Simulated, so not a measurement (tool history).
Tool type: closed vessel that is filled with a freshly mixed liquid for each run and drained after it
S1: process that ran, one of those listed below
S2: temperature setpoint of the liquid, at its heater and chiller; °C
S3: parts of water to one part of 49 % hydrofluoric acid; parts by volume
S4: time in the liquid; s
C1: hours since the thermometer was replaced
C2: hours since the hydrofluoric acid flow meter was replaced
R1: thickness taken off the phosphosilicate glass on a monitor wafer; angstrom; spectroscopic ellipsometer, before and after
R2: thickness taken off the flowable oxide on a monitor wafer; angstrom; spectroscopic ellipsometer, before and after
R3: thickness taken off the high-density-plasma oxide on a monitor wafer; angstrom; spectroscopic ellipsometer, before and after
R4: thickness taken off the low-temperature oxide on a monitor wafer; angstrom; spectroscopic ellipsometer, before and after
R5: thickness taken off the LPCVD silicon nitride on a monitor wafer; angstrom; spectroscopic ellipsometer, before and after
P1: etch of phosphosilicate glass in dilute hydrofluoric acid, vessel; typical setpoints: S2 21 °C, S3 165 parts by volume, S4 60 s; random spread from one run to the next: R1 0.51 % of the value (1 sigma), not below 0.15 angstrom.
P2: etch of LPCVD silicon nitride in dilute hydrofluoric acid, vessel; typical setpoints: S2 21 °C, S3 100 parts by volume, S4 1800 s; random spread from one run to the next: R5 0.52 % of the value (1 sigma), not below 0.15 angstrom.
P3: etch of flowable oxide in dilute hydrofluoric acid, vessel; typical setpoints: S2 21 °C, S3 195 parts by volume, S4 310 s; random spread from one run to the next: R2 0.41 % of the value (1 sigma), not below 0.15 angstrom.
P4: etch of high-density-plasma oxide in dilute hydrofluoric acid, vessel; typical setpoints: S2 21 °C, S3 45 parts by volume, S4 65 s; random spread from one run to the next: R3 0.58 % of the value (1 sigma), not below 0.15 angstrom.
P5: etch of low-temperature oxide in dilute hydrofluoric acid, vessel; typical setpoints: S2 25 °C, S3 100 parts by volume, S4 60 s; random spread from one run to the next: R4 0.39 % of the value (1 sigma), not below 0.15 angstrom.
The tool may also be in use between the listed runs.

{"run": 1, "hour": 12.6, "S1": "P1", "S2": 21, "S3": 165, "S4": 60, "C1": 1539.8, "C2": 231.8, "R1": 181.94}
{"run": 2, "hour": 28.4, "S1": "P3", "S2": 21, "S3": 195, "S4": 555, "C1": 1555.6, "C2": 247.6, "R2": 785.94}
{"run": 3, "hour": 35.6, "S1": "P1", "S2": 21, "S3": 165, "S4": 60, "C1": 1562.8, "C2": 254.8, "R1": 183.13}
{"run": 4, "hour": 51.5, "S1": "P3", "S2": 21, "S3": 195, "S4": 310, "C1": 1578.7, "C2": 270.7, "R2": 435.05}
{"run": 5, "hour": 60.6, "S1": "P4", "S2": 21, "S3": 45, "S4": 65, "C1": 1587.8, "C2": 279.8, "R3": 74.423}
{"run": 6, "hour": 68.3, "S1": "P5", "S2": 25, "S3": 100, "S4": 60, "C1": 1595.5, "C2": 287.5, "R4": 97.212}
{"run": 7, "hour": 77.1, "S1": "P4", "S2": 21, "S3": 45, "S4": 65, "C1": 1604.3, "C2": 296.3, "R3": 74.737}
{"run": 8, "hour": 89.8, "S1": "P1", "S2": 17, "S3": 50, "S4": 60, "C1": 1617, "C2": 309, "R1": 576.5}
{"run": 9, "hour": 99.8, "S1": "P1", "S2": 21, "S3": 85, "S4": 60, "C1": 1627, "C2": 319, "R1": 390.1}
{"run": 10, "hour": 108.8, "S1": "P3", "S2": 21, "S3": 100, "S4": 310, "C1": 1636, "C2": 328, "R2": 945}
{"run": 11, "hour": 121.2, "S1": "P1", "S2": 21, "S3": 165, "S4": 60, "C1": 1648.4, "C2": 340.4, "R1": 183.83}
{"run": 12, "hour": 137.4, "S1": "P2", "S2": 17, "S3": 100, "S4": 1800, "C1": 1664.6, "C2": 356.6, "R5": 62.253}
{"run": 13, "hour": 153.6, "S1": "P1", "S2": 17.5, "S3": 165, "S4": 60, "C1": 1680.8, "C2": 372.8, "R1": 157.88}
{"run": 14, "hour": 166.4, "S1": "P1", "S2": 25, "S3": 165, "S4": 60, "C1": 1693.6, "C2": 385.6, "R1": 212.56}
{"run": 15, "hour": 174.7, "S1": "P5", "S2": 33.5, "S3": 100, "S4": 60, "C1": 1701.9, "C2": 393.9, "R4": 133.28}
{"run": 16, "hour": 183.5, "S1": "P3", "S2": 21, "S3": 195, "S4": 310, "C1": 1710.7, "C2": 402.7, "R2": 435.04}
{"run": 17, "hour": 198.8, "S1": "P1", "S2": 21, "S3": 40, "S4": 115, "C1": 1726, "C2": 418, "R1": 1658.2}
{"run": 18, "hour": 210.7, "S1": "P5", "S2": 25, "S3": 100, "S4": 105, "C1": 1737.9, "C2": 429.9, "R4": 169.23}
{"run": 19, "hour": 226.6, "S1": "P2", "S2": 21, "S3": 100, "S4": 30, "C1": 1753.8, "C2": 445.8, "R5": 1.3408}
{"run": 20, "hour": 234.4, "S1": "P4", "S2": 27, "S3": 45, "S4": 65, "C1": 1761.6, "C2": 453.6, "R3": 95.808}
{"run": 21, "hour": 247.3, "S1": "P1", "S2": 21, "S3": 165, "S4": 60, "C1": 1774.5, "C2": 466.5, "R1": 182.8}
{"run": 22, "hour": 258.5, "S1": "P1", "S2": 21, "S3": 260, "S4": 60, "C1": 1785.7, "C2": 477.7, "R1": 104.87}
{"run": 23, "hour": 269.5, "S1": "P1", "S2": 21, "S3": 165, "S4": 60, "C1": 1796.7, "C2": 488.7, "R1": 182.97}
{"run": 24, "hour": 281.4, "S1": "P2", "S2": 21, "S3": 50, "S4": 1800, "C1": 1808.6, "C2": 500.6, "R5": 163.05}
{"run": 25, "hour": 294.4, "S1": "P5", "S2": 25, "S3": 30, "S4": 60, "C1": 1821.6, "C2": 513.6, "R4": 353.95}
{"run": 26, "hour": 307.7, "S1": "P2", "S2": 21, "S3": 100, "S4": 1800, "C1": 1834.9, "C2": 526.9, "R5": 82.513}
{"run": 27, "hour": 323.3, "S1": "P1", "S2": 21, "S3": 165, "S4": 60, "C1": 1850.5, "C2": 542.5, "R1": 184.36}
{"run": 28, "hour": 331.8, "S1": "P4", "S2": 21, "S3": 45, "S4": 30, "C1": 1859, "C2": 551, "R3": 34.723}
{"run": 29, "hour": 346.5, "S1": "P1", "S2": 21, "S3": 165, "S4": 30, "C1": 1873.7, "C2": 565.7, "R1": 92.207}
{"run": 30, "hour": 361.9, "S1": "P1", "S2": 17, "S3": 115, "S4": 60, "C1": 1889.1, "C2": 581.1, "R1": 233.58}
{"run": 31, "hour": 377.0, "S1": "P3", "S2": 17, "S3": 195, "S4": 310, "C1": 1904.2, "C2": 596.2, "R2": 374.6}
{"run": 32, "hour": 384.3, "S1": "P4", "S2": 21, "S3": 80, "S4": 65, "C1": 1911.5, "C2": 603.5, "R3": 40.065}
{"run": 33, "hour": 392.3, "S1": "P1", "S2": 21, "S3": 165, "S4": 105, "C1": 1919.5, "C2": 611.5, "R1": 318.34}
{"run": 34, "hour": 407.0, "S1": "P1", "S2": 21, "S3": 165, "S4": 60, "C1": 1934.2, "C2": 626.2, "R1": 183.08}
{"run": 35, "hour": 419.8, "S1": "P1", "S2": 21, "S3": 165, "S4": 60, "C1": 1947, "C2": 639, "R1": 175.11}
{"run": 36, "hour": 429.9, "S1": "P1", "S2": 21, "S3": 165, "S4": 60, "C1": 1957.1, "C2": 649.1, "R1": 172.75}
{"run": 37, "hour": 442.5, "S1": "P1", "S2": 21, "S3": 165, "S4": 60, "C1": 1969.7, "C2": 661.7, "R1": 168.64}
{"run": 38, "hour": 457.5, "S1": "P1", "S2": 21, "S3": 165, "S4": 60, "C1": 1984.7, "C2": 676.7, "R1": 168.42}
{"run": 39, "hour": 465.7, "S1": "P1", "S2": 21, "S3": 165, "S4": 60, "C1": 1992.9, "C2": 684.9, "R1": 168.16}
{"run": 40, "hour": 477.8, "S1": "P1", "S2": 21, "S3": 165, "S4": 60, "C1": 2005, "C2": 697, "R1": 166.56}
{"run": 41, "hour": 493.6, "S1": "P1", "S2": 21, "S3": 165, "S4": 60, "C1": 2020.8, "C2": 712.8, "R1": 167.08}

Compared with where it was, what P1 gives has crept away. Each cause listed below fits the log as well as the rest, at the size given for it:
A: hydrofluoric acid flow below the setpoint (%) = 7.63
B: liquid colder than its thermometer reads (K) = 2.37
At approximately hour 407, the process output began to creep.

Each of the 4 check runs below uses one wafer; its results are left as question marks. Which run tells the causes apart?
{"run": "check 1", "hour": 509.4, "S1": "P5", "S2": 32.5, "S3": 70, "S4": 60, "R4": "?"}
{"run": "check 2", "hour": 509.4, "S1": "P4", "S2": 24.5, "S3": 75, "S4": 65, "R3": "?"}
{"run": "check 3", "hour": 509.4, "S1": "P2", "S2": 21, "S3": 60, "S4": 280, "R5": "?"}
{"run": "check 4", "hour": 509.4, "S1": "P3", "S2": 17, "S3": 195, "S4": 310, "R2": "?"}

Outcome of each check run for each possible cause:
check=check_1 result=R4 if_A=176.09 if_B=175.76
check=check_2 result=R3 if_A=45.63 if_B=45.229
check=check_3 result=R5 if_A=19.496 if_B=17.878
check=check_4 result=R2 if_A=340.4 if_B=339.75
Per check, the gap between the least separated pair of causes, taken in the result that splits them most: check 1 0.18 %; check 2 0.88 %; check 3 8.66 %; check 4 0.19 %
Check 3 tells the causes apart: in the others they would give nearly the same result.

Then check 3 was run and gave: R5 17.799 angstrom. Which cause is it?

B is the cause: liquid colder than its thermometer reads (K).
